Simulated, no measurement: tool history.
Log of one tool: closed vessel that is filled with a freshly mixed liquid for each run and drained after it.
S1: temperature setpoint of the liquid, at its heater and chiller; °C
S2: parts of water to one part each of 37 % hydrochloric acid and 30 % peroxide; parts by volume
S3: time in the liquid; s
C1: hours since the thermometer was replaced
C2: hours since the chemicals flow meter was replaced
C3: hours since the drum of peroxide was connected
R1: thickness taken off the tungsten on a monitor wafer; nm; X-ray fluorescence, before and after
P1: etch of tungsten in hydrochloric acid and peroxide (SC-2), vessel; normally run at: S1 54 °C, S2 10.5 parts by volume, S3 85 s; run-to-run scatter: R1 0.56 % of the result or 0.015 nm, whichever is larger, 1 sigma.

run   hour    S1    S2   S3     C1     C2      C3      R1
  1   15.1    54  10.5   85  508.8  521.1   850.8  24.472
  2   31.1    54  10.5   85  524.8  537.1   866.8  24.767
  3   41.8  70.5  10.5   85  535.5  547.8   877.5  68.584
  4   55.3    54   4.5   30    549  561.3     891  16.585
  5   71.8    54  10.5   30  565.5  577.8   907.5  8.6718
  6   82.3    54  18.5   85    576  588.3     918  14.944
  7   93.5    54  10.5   85  587.2  599.5   929.2  24.633
  8  102.7  41.5  10.5   85  596.4  608.7   938.4  10.575
  9  116.6    54     4   85  610.3  622.6   952.3  50.928
 10    128    54  10.5   85  621.7    634   963.7  24.533
 11  141.7    54  10.5  165  635.4  647.7   977.4  48.027
 12  149.2    54  10.5   85  642.9  655.2   984.9  24.677
 13    163    54  10.5   85  656.7    669   998.7  24.577
 14    177    54  10.5   85  670.7    683  1012.7  23.761
 15  186.5    54  10.5   85  680.2  692.5  1022.2  23.454
 16  201.5    54  10.5   85  695.2  707.5  1037.2  22.969

The next listed run, before its measurement:
     203.4  -- new drum of peroxide connected
 17  210.8  54  10.5  85  704.5  716.8  7.4   ?

Run 17 gave R1 22.911 nm.
